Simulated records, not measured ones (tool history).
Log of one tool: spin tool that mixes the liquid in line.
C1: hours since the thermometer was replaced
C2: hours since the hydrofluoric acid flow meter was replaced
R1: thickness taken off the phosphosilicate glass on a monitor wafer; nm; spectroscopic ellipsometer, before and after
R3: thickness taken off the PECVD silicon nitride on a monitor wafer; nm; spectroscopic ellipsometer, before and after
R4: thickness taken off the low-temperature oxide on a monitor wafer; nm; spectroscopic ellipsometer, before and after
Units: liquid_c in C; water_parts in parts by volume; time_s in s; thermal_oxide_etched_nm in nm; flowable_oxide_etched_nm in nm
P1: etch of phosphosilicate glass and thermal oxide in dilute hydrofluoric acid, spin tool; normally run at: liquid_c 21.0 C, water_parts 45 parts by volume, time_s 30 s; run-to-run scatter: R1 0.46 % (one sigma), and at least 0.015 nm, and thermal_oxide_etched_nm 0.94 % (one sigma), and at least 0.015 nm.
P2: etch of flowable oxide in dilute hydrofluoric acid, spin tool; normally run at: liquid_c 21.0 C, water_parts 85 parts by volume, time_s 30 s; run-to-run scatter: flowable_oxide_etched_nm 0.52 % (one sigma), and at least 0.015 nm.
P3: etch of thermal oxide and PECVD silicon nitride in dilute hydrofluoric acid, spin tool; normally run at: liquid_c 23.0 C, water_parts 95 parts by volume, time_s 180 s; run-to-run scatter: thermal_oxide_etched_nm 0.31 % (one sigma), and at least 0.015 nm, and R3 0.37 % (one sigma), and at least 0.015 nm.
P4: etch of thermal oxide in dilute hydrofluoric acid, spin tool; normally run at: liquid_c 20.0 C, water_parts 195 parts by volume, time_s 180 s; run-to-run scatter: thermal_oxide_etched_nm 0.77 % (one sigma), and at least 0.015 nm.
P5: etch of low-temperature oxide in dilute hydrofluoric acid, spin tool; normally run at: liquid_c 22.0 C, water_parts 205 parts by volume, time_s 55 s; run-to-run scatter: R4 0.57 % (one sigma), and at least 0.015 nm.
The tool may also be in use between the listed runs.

{"run": 1, "day": 0.479, "process": "P1", "liquid_c": 21.0, "water_parts": 45, "time_s": 30, "C1": 613.3, "C2": 321.7, "R1": 85.801, "thermal_oxide_etched_nm": 2.9054}
{"run": 2, "day": 0.862, "process": "P1", "liquid_c": 21.0, "water_parts": 45, "time_s": 60, "C1": 622.5, "C2": 330.9, "R1": 170.65, "thermal_oxide_etched_nm": 5.8199}
{"run": 3, "day": 1.483, "process": "P1", "liquid_c": 21.0, "water_parts": 30, "time_s": 30, "C1": 637.4, "C2": 345.8, "R1": 130.14, "thermal_oxide_etched_nm": 4.4103}
{"run": 4, "day": 2.054, "process": "P3", "liquid_c": 23.0, "water_parts": 40, "time_s": 180, "C1": 651.1, "C2": 359.5, "thermal_oxide_etched_nm": 22.753, "R3": 14.06}
{"run": 5, "day": 2.433, "process": "P1", "liquid_c": 21.0, "water_parts": 45, "time_s": 30, "C1": 660.2, "C2": 368.6, "R1": 84.994, "thermal_oxide_etched_nm": 2.86}
{"run": 6, "day": 2.854, "process": "P1", "liquid_c": 21.0, "water_parts": 45, "time_s": 30, "C1": 670.3, "C2": 378.7, "R1": 85.141, "thermal_oxide_etched_nm": 2.9081}
{"run": 7, "day": 3.304, "process": "P1", "liquid_c": 21.0, "water_parts": 65, "time_s": 30, "C1": 681.1, "C2": 389.5, "R1": 57.781, "thermal_oxide_etched_nm": 1.9467}
{"run": 8, "day": 4.012, "process": "P3", "liquid_c": 23.0, "water_parts": 95, "time_s": 180, "C1": 698.1, "C2": 406.5, "thermal_oxide_etched_nm": 8.9388, "R3": 5.9839}
{"run": 9, "day": 4.442, "process": "P5", "liquid_c": 22.0, "water_parts": 205, "time_s": 55, "C1": 708.4, "C2": 416.8, "R4": 5.3683}
{"run": 10, "day": 4.871, "process": "P1", "liquid_c": 21.0, "water_parts": 45, "time_s": 15, "C1": 718.7, "C2": 427.1, "R1": 42.23, "thermal_oxide_etched_nm": 1.4603}
{"run": 11, "day": 5.233, "process": "P1", "liquid_c": 27.5, "water_parts": 45, "time_s": 30, "C1": 727.4, "C2": 435.8, "R1": 112.43, "thermal_oxide_etched_nm": 3.8796}
{"run": 12, "day": 5.862, "process": "P2", "liquid_c": 21.0, "water_parts": 85, "time_s": 50, "C1": 742.5, "C2": 450.9, "flowable_oxide_etched_nm": 31.222}
{"run": 13, "day": 6.2, "process": "P5", "liquid_c": 17.0, "water_parts": 205, "time_s": 55, "C1": 750.6, "C2": 459.0, "R4": 4.449}
{"run": 14, "day": 6.708, "process": "P1", "liquid_c": 24.5, "water_parts": 45, "time_s": 15, "C1": 762.8, "C2": 471.2, "R1": 49.665, "thermal_oxide_etched_nm": 1.6619}
{"run": 15, "day": 7.462, "process": "P4", "liquid_c": 20.0, "water_parts": 195, "time_s": 180, "C1": 780.9, "C2": 489.3, "thermal_oxide_etched_nm": 3.2259}
{"run": 16, "day": 7.888, "process": "P3", "liquid_c": 23.0, "water_parts": 95, "time_s": 180, "C1": 791.1, "C2": 499.5, "thermal_oxide_etched_nm": 8.9911, "R3": 5.9997}
{"run": 17, "day": 8.538, "process": "P4", "liquid_c": 20.0, "water_parts": 195, "time_s": 90, "C1": 806.7, "C2": 515.1, "thermal_oxide_etched_nm": 1.6409}
{"run": 18, "day": 8.996, "process": "P5", "liquid_c": 22.0, "water_parts": 205, "time_s": 15, "C1": 817.7, "C2": 526.1, "R4": 1.4823}
{"run": 19, "day": 9.633, "process": "P1", "liquid_c": 21.0, "water_parts": 70, "time_s": 15, "C1": 833.0, "C2": 541.4, "R1": 26.528, "thermal_oxide_etched_nm": 0.87661}
{"run": 20, "day": 10.021, "process": "P5", "liquid_c": 22.0, "water_parts": 45, "time_s": 55, "C1": 842.3, "C2": 550.7, "R4": 29.324}
{"run": 21, "day": 10.738, "process": "P3", "liquid_c": 17.5, "water_parts": 95, "time_s": 180, "C1": 859.5, "C2": 567.9, "thermal_oxide_etched_nm": 7.1423, "R3": 4.1501}
{"run": 22, "day": 11.267, "process": "P4", "liquid_c": 17.0, "water_parts": 195, "time_s": 180, "C1": 872.2, "C2": 580.6, "thermal_oxide_etched_nm": 2.8898}
{"run": 23, "day": 11.712, "process": "P2", "liquid_c": 17.0, "water_parts": 85, "time_s": 30, "C1": 882.9, "C2": 591.3, "flowable_oxide_etched_nm": 15.97}
{"run": 24, "day": 12.25, "process": "P1", "liquid_c": 21.0, "water_parts": 25, "time_s": 50, "C1": 895.8, "C2": 604.2, "R1": 263.5, "thermal_oxide_etched_nm": 8.9751}
{"run": 25, "day": 12.958, "process": "P2", "liquid_c": 21.0, "water_parts": 85, "time_s": 30, "C1": 912.8, "C2": 621.2, "flowable_oxide_etched_nm": 18.778}
{"run": 26, "day": 13.492, "process": "P2", "liquid_c": 21.0, "water_parts": 20, "time_s": 30, "C1": 925.6, "C2": 634.0, "flowable_oxide_etched_nm": 86.966}
{"run": 27, "day": 14.0, "process": "P1", "liquid_c": 17.0, "water_parts": 45, "time_s": 30, "C1": 937.8, "C2": 646.2, "R1": 71.831, "thermal_oxide_etched_nm": 2.4694}
{"run": 28, "day": 14.433, "process": "P1", "liquid_c": 21.0, "water_parts": 45, "time_s": 30, "C1": 948.2, "C2": 656.6, "R1": 85.403, "thermal_oxide_etched_nm": 2.8941}
{"run": 29, "day": 15.212, "process": "P4", "liquid_c": 20.0, "water_parts": 30, "time_s": 180, "C1": 966.9, "C2": 675.3, "thermal_oxide_etched_nm": 25.617}
{"run": 30, "day": 15.692, "process": "P3", "liquid_c": 23.0, "water_parts": 95, "time_s": 300, "C1": 978.4, "C2": 686.8, "thermal_oxide_etched_nm": 14.956, "R3": 9.9972}
{"run": 31, "day": 16.054, "process": "P1", "liquid_c": 21.0, "water_parts": 45, "time_s": 30, "C1": 987.1, "C2": 695.5, "R1": 85.282, "thermal_oxide_etched_nm": 2.9251}
{"run": 32, "day": 16.829, "process": "P1", "liquid_c": 21.0, "water_parts": 45, "time_s": 30, "C1": 1005.7, "C2": 714.1, "R1": 85.083, "thermal_oxide_etched_nm": 2.9247}
{"run": 33, "day": 17.6, "process": "P1", "liquid_c": 21.0, "water_parts": 45, "time_s": 30, "C1": 1024.2, "C2": 732.6, "R1": 82.091, "thermal_oxide_etched_nm": 2.8012}
{"run": 34, "day": 18.042, "process": "P1", "liquid_c": 21.0, "water_parts": 45, "time_s": 30, "C1": 1034.8, "C2": 743.2, "R1": 81.24, "thermal_oxide_etched_nm": 2.7262}
{"run": 35, "day": 18.712, "process": "P1", "liquid_c": 21.0, "water_parts": 45, "time_s": 30, "C1": 1050.9, "C2": 759.3, "R1": 79.654, "thermal_oxide_etched_nm": 2.6817}
{"run": 36, "day": 19.146, "process": "P1", "liquid_c": 21.0, "water_parts": 45, "time_s": 30, "C1": 1061.3, "C2": 769.7, "R1": 78.603, "thermal_oxide_etched_nm": 2.7002}
{"run": 37, "day": 19.583, "process": "P1", "liquid_c": 21.0, "water_parts": 45, "time_s": 30, "C1": 1071.8, "C2": 780.2, "R1": 78.268, "thermal_oxide_etched_nm": 2.6583}
{"run": 38, "day": 20.125, "process": "P1", "liquid_c": 21.0, "water_parts": 45, "time_s": 30, "C1": 1084.8, "C2": 793.2, "R1": 77.243, "thermal_oxide_etched_nm": 2.6787}

Forecast run 39:
{"run": 39, "day": 20.696, "process": "P1", "liquid_c": 21.0, "water_parts": 45, "time_s": 30, "C1": 1098.5, "C2": 806.9, "R1": "?", "thermal_oxide_etched_nm": "?"}

{"run 39": {"R1": 77.954, "thermal_oxide_etched_nm": 2.6536}}
